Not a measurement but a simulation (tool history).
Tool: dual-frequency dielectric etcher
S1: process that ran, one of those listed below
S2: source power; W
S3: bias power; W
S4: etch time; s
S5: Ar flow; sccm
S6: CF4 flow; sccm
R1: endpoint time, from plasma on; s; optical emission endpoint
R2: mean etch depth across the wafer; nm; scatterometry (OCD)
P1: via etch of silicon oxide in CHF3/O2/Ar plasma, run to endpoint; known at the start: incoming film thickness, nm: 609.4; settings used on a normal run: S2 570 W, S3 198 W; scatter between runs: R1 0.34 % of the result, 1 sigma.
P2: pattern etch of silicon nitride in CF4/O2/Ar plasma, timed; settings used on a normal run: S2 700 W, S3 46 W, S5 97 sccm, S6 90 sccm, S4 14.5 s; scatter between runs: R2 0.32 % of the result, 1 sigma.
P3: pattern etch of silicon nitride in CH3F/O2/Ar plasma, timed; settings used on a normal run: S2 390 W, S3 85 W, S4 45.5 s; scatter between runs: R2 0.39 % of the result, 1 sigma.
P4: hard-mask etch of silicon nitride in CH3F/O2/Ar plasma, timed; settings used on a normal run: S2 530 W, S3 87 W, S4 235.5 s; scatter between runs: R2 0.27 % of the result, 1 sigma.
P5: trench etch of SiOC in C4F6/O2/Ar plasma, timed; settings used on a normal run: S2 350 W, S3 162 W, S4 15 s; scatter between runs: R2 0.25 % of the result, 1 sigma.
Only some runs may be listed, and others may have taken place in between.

run,hour,S1,S2,S3,S4,S5,S6,R1,R2
1,10.8,P1,570,198,,,,307.15,
2,17.9,P5,350,162,15,,,,29.401
3,23.4,P1,570,198,,,,306.85,
4,32.1,P2,700,46,14.5,97,67,,34.229
5,42.9,P2,450,46,14.5,97,90,,24.367
6,54,P5,350,162,15,,,,29.355
7,63.7,P4,430,87,235.5,,,,180.03
# hour 67.4: wet clean of the chamber
8,74,P1,720,244,,,,261.9,
9,79.6,P4,530,87,171.5,,,,141.03
10,87.9,P5,280,162,15,,,,27.056
11,98,P3,250,85,45.5,,,,29.284
12,106.2,P2,700,37,14.5,97,90,,33.108
13,111.2,P4,530,87,235.5,,,,194.07
14,122.3,P5,350,195,15,,,,31.035
15,129.8,P3,390,85,45.5,,,,34.338
16,138.6,P1,570,245,,,,284.26,
17,147.4,P2,700,46,14.5,65,90,,37.656
18,157.4,P1,570,198,,,,308.15,
19,168,P1,380,198,,,,359.08,
20,176.9,P2,700,46,21,97,90,,51.806
21,187.2,P1,410,269,,,,312.35,
22,194.3,P3,390,85,67.5,,,,51.057
23,205.5,P3,390,57,45.5,,,,29.93
24,212.8,P1,570,198,,,,309.89,
25,218.3,P1,570,162,,,,329.61,
26,228.8,P2,700,46,14.5,97,90,,35.615
27,239.2,P1,800,198,,,,270.28,
28,247.8,P4,530,55,235.5,,,,167.57
29,257.9,P3,390,85,45.5,,,,34.487
30,268.1,P1,470,162,,,,355.26,
31,273.2,P5,350,162,8,,,,15.654
32,284.1,P1,570,198,,,,306.94,
33,289.4,P1,570,198,,,,304.95,
34,299.8,P1,570,198,,,,303.9,
35,310.2,P1,570,198,,,,301.67,
36,321.1,P1,570,198,,,,302.37,
# hour 326.3: wet clean of the chamber
37,332.4,P1,570,198,,,,301.99,
38,340.4,P1,570,198,,,,301.22,
39,351.3,P1,570,198,,,,302.35,

Something has made what P1 gives creep away from where it was; the 2 causes below, each at its own stated size, fit the log equally well:
A: bias power that arrives over what is set, % = 4.97
B: source power that arrives over what is set, % = 4.51
Onset of the creep was near hour 284.1.
Why every other cause is out:
chamber walls in a state that raises the etch rate, %: serviced at hour 326.3, after the change had begun; the process did not return to its earlier output

The list below offers 4 check runs, each averaging the results of 2 wafers, and shows each result as a question mark. For which of them would the listed causes give clearly different results?
check 1,362.2,P2,700,46,14.5,97,90,,?
check 2,362.2,P5,350,162,15,,,,?
check 3,362.2,P3,390,85,45.5,,,,?
check 4,362.2,P4,530,87,235.5,,,,?

What each check would give under each cause:
check,result,if A,if B
check 1,R2,36.367,37.138
check 2,R2,29.81,29.87
check 3,R2,34.994,34.967
check 4,R2,197.48,197.4
Separation of the two closest causes in each check, using whichever result separates them best: check 1 2.1 %; check 2 0.2 %; check 3 0.08 %; check 4 0.04 %
Check 1 distinguishes between the causes, while the remaining checks would return nearly the same result for all of them.

Here is what check 1 returned: R2 36.426 nm. Which cause is it?

It is A: bias power that arrives over what is set, %.
